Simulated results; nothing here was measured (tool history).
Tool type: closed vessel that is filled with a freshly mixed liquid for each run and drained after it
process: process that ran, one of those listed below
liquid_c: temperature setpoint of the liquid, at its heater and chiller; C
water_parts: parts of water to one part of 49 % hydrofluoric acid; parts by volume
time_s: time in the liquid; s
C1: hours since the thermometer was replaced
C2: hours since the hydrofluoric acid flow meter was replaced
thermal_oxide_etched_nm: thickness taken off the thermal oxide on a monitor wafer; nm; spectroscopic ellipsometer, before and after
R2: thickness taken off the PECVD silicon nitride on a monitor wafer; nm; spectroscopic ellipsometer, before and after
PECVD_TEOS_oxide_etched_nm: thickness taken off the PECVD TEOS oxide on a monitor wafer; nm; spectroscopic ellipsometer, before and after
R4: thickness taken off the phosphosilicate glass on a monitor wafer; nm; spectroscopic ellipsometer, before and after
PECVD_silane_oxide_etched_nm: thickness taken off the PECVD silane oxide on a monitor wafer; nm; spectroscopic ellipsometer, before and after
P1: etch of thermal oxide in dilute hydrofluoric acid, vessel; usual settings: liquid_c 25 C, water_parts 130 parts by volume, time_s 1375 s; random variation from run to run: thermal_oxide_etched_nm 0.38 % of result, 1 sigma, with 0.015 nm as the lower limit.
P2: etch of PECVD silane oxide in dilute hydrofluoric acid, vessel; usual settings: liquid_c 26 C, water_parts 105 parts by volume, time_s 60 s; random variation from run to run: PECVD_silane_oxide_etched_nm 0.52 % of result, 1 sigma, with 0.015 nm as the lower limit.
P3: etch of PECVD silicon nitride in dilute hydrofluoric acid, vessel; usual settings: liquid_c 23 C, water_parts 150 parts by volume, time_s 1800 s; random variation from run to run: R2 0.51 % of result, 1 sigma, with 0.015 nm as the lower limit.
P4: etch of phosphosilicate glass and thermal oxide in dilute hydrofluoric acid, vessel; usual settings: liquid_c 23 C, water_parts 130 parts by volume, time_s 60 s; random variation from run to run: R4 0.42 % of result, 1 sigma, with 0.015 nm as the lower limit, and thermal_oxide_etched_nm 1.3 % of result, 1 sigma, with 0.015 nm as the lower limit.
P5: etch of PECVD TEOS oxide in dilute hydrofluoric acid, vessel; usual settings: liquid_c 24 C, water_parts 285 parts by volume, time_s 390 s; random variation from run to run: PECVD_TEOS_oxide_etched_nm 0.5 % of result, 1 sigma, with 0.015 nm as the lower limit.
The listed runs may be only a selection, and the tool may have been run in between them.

Run 1, hour 5.6: process P1, liquid_c 25 C, water_parts 130 parts by volume, time_s 1375 s; C1 1172.9; C2 281.8. Result: thermal_oxide_etched_nm 54.269 nm.
Run 2, hour 13.6: process P3, liquid_c 23 C, water_parts 150 parts by volume, time_s 940 s; C1 1180.9; C2 289.8. Result: R2 11.566 nm.
Run 3, hour 19.3: process P5, liquid_c 24 C, water_parts 145 parts by volume, time_s 390 s; C1 1186.6; C2 295.5. Result: PECVD_TEOS_oxide_etched_nm 42.389 nm.
Run 4, hour 24.9: process P4, liquid_c 23 C, water_parts 130 parts by volume, time_s 60 s; C1 1192.2; C2 301.1. Result: thermal_oxide_etched_nm 1.977 nm, R4 87.001 nm.
Run 5, hour 31.5: process P1, liquid_c 30.5 C, water_parts 130 parts by volume, time_s 1375 s; C1 1198.8; C2 307.7. Result: thermal_oxide_etched_nm 66.797 nm.
Run 6, hour 38.9: process P1, liquid_c 20.5 C, water_parts 130 parts by volume, time_s 1375 s; C1 1206.2; C2 315.1. Result: thermal_oxide_etched_nm 45.52 nm.
Run 7, hour 42.6: process P1, liquid_c 25 C, water_parts 80 parts by volume, time_s 1375 s; C1 1209.9; C2 318.8. Result: thermal_oxide_etched_nm 93.879 nm.
Run 8, hour 48.9: process P2, liquid_c 26 C, water_parts 30 parts by volume, time_s 60 s; C1 1216.2; C2 325.1. Result: PECVD_silane_oxide_etched_nm 70.141 nm.
Run 9, hour 53.2: process P3, liquid_c 18 C, water_parts 150 parts by volume, time_s 1800 s; C1 1220.5; C2 329.4. Result: R2 16.014 nm.
Run 10, hour 59.1: process P3, liquid_c 23 C, water_parts 150 parts by volume, time_s 1800 s; C1 1226.4; C2 335.3. Result: R2 22.175 nm.
Run 11, hour 63: process P5, liquid_c 17 C, water_parts 285 parts by volume, time_s 390 s; C1 1230.3; C2 339.2. Result: PECVD_TEOS_oxide_etched_nm 14.243 nm.
Run 12, hour 67.6: process P2, liquid_c 26 C, water_parts 105 parts by volume, time_s 100 s; C1 1234.9; C2 343.8. Result: PECVD_silane_oxide_etched_nm 30.316 nm.
Run 13, hour 71.4: process P2, liquid_c 26 C, water_parts 105 parts by volume, time_s 60 s; C1 1238.7; C2 347.6. Result: PECVD_silane_oxide_etched_nm 18.096 nm.
Run 14, hour 75.8: process P3, liquid_c 23 C, water_parts 150 parts by volume, time_s 1800 s; C1 1243.1; C2 352. Result: R2 22.423 nm.
Run 15, hour 83.9: process P1, liquid_c 25 C, water_parts 130 parts by volume, time_s 1375 s; C1 1251.2; C2 360.1. Result: thermal_oxide_etched_nm 54.012 nm.
Run 16, hour 89.5: process P1, liquid_c 21 C, water_parts 60 parts by volume, time_s 1375 s; C1 1256.8; C2 365.7. Result: thermal_oxide_etched_nm 108.58 nm.
Run 17, hour 94.3: process P4, liquid_c 23 C, water_parts 130 parts by volume, time_s 30 s; C1 1261.6; C2 370.5. Result: thermal_oxide_etched_nm 0.9319 nm, R4 43.05 nm.
Run 18, hour 98.8: process P1, liquid_c 25 C, water_parts 220 parts by volume, time_s 1375 s; C1 1266.1; C2 375. Result: thermal_oxide_etched_nm 28.939 nm.
Run 19, hour 105.5: process P3, liquid_c 23 C, water_parts 270 parts by volume, time_s 1800 s; C1 1272.8; C2 381.7. Result: R2 12.406 nm.
Run 20, hour 110.7: process P2, liquid_c 18.5 C, water_parts 105 parts by volume, time_s 60 s; C1 1278; C2 386.9. Result: PECVD_silane_oxide_etched_nm 13.557 nm.
Run 21, hour 118.2: process P2, liquid_c 26 C, water_parts 105 parts by volume, time_s 60 s; C1 1285.5; C2 394.4. Result: PECVD_silane_oxide_etched_nm 18.388 nm.
Run 22, hour 123.3: process P5, liquid_c 24 C, water_parts 285 parts by volume, time_s 390 s; C1 1290.6; C2 399.5. Result: PECVD_TEOS_oxide_etched_nm 18.358 nm.
Run 23, hour 130.2: process P1, liquid_c 25 C, water_parts 130 parts by volume, time_s 1375 s; C1 1297.5; C2 406.4. Result: thermal_oxide_etched_nm 54.315 nm.
Run 24, hour 136.4: process P1, liquid_c 25 C, water_parts 130 parts by volume, time_s 1375 s; C1 1303.7; C2 412.6. Result: thermal_oxide_etched_nm 54.132 nm.
Run 25, hour 143.7: process P1, liquid_c 25 C, water_parts 130 parts by volume, time_s 120 s; C1 1311; C2 419.9. Result: thermal_oxide_etched_nm 4.7078 nm.
Run 26, hour 147.7: process P1, liquid_c 25 C, water_parts 130 parts by volume, time_s 1375 s; C1 1315; C2 423.9. Result: thermal_oxide_etched_nm 54.074 nm.
Run 27, hour 152.9: process P1, liquid_c 25 C, water_parts 130 parts by volume, time_s 1375 s; C1 1320.2; C2 429.1. Result: thermal_oxide_etched_nm 54.307 nm.
Run 28, hour 158.7: process P1, liquid_c 21 C, water_parts 130 parts by volume, time_s 2335 s; C1 1326; C2 434.9. Result: thermal_oxide_etched_nm 78.329 nm.
Run 29, hour 163.3: process P1, liquid_c 25 C, water_parts 50 parts by volume, time_s 2680 s; C1 1330.6; C2 439.5. Result: thermal_oxide_etched_nm 303.92 nm.
Run 30, hour 170.3: process P1, liquid_c 25 C, water_parts 130 parts by volume, time_s 1375 s; C1 1337.6; C2 446.5. Result: thermal_oxide_etched_nm 53.868 nm.
Run 31, hour 178.2: process P4, liquid_c 26.5 C, water_parts 130 parts by volume, time_s 60 s; C1 1345.5; C2 454.4. Result: thermal_oxide_etched_nm 2.2145 nm, R4 99.178 nm.
Run 32, hour 185.4: process P1, liquid_c 25 C, water_parts 130 parts by volume, time_s 2445 s; C1 1352.7; C2 461.6. Result: thermal_oxide_etched_nm 95.773 nm.
Run 33, hour 189.5: process P4, liquid_c 23 C, water_parts 210 parts by volume, time_s 60 s; C1 1356.8; C2 465.7. Result: thermal_oxide_etched_nm 1.1239 nm, R4 49.01 nm.
Run 34, hour 197.2: process P5, liquid_c 24 C, water_parts 285 parts by volume, time_s 130 s; C1 1364.5; C2 473.4. Result: PECVD_TEOS_oxide_etched_nm 6.1427 nm.
Run 35, hour 202.1: process P1, liquid_c 25 C, water_parts 130 parts by volume, time_s 1375 s; C1 1369.4; C2 478.3. Result: thermal_oxide_etched_nm 54.045 nm.
Run 36, hour 209.5: process P1, liquid_c 25 C, water_parts 130 parts by volume, time_s 1375 s; C1 1376.8; C2 485.7. Result: thermal_oxide_etched_nm 55.322 nm.
Run 37, hour 216.5: process P1, liquid_c 25 C, water_parts 130 parts by volume, time_s 1375 s; C1 1383.8; C2 492.7. Result: thermal_oxide_etched_nm 56.238 nm.
Run 38, hour 222: process P1, liquid_c 25 C, water_parts 130 parts by volume, time_s 1375 s; C1 1389.3; C2 498.2. Result: thermal_oxide_etched_nm 56.02 nm.
Run 39, hour 226: process P1, liquid_c 25 C, water_parts 130 parts by volume, time_s 1375 s; C1 1393.3; C2 502.2. Result: thermal_oxide_etched_nm 56.839 nm.
Run 40, hour 231.9: process P1, liquid_c 25 C, water_parts 130 parts by volume, time_s 1375 s; C1 1399.2; C2 508.1. Result: thermal_oxide_etched_nm 56.965 nm.
Run 41, hour 239.2: process P1, liquid_c 25 C, water_parts 130 parts by volume, time_s 1375 s; C1 1406.5; C2 515.4. Result: thermal_oxide_etched_nm 56.992 nm.
Run 42, hour 243: process P1, liquid_c 25 C, water_parts 130 parts by volume, time_s 1375 s; C1 1410.3; C2 519.2. Result: thermal_oxide_etched_nm 57.35 nm.
Run 43, hour 248.5: process P1, liquid_c 25 C, water_parts 130 parts by volume, time_s 1375 s; C1 1415.8; C2 524.7. Result: thermal_oxide_etched_nm 57.183 nm.
Run 44, hour 255.7: process P1, liquid_c 25 C, water_parts 130 parts by volume, time_s 1375 s; C1 1423; C2 531.9. Result: thermal_oxide_etched_nm 57.332 nm.
Run 45, hour 260.9: process P1, liquid_c 25 C, water_parts 130 parts by volume, time_s 1375 s; C1 1428.2; C2 537.1. Result: thermal_oxide_etched_nm 57.418 nm.

The output of P1 has drifted from where it used to be. Each of the 2 causes below, taken at the size shown beside it, accounts for the log equally well:
A: hydrofluoric acid flow above the setpoint (%) = 5.22
B: liquid hotter than its thermometer reads (K) = 1.54
The gradual shift began around hour 202.1.

Below are 4 check runs, each on a single wafer, with their results shown as question marks. Which of them would tell the listed causes apart, meaning the causes would give clearly different results under it?
Run check 1, hour 266.1: process P4, liquid_c 23 C, water_parts 130 parts by volume, time_s 60 s. Result: thermal_oxide_etched_nm ?, R4 ?.
Run check 2, hour 266.1: process P5, liquid_c 24 C, water_parts 285 parts by volume, time_s 390 s. Result: PECVD_TEOS_oxide_etched_nm ?.
Run check 3, hour 266.1: process P3, liquid_c 23 C, water_parts 150 parts by volume, time_s 1800 s. Result: R2 ?.
Run check 4, hour 266.1: process P2, liquid_c 26 C, water_parts 105 parts by volume, time_s 60 s. Result: PECVD_silane_oxide_etched_nm ?.

What each check would give under each cause:
  check                        result    if A    if B
check 1       thermal_oxide_etched_nm  2.0845  2.0876
check 1                            R4  91.856  91.996
check 2    PECVD_TEOS_oxide_etched_nm  19.718  19.493
check 3                            R2  23.334  24.516
check 4  PECVD_silane_oxide_etched_nm   19.34  19.373
Per check, the gap between the least separated pair of causes, taken in the result that splits them most: check 1 0.15 %; check 2 1.15 %; check 3 4.94 %; check 4 0.17 %
Only check 3 tells the causes apart: in the others they would give nearly the same result.

Check 3 was then run and gave: R2 24.317 nm. Which cause is it?

The correct cause is B, namely: liquid hotter than its thermometer reads (K).

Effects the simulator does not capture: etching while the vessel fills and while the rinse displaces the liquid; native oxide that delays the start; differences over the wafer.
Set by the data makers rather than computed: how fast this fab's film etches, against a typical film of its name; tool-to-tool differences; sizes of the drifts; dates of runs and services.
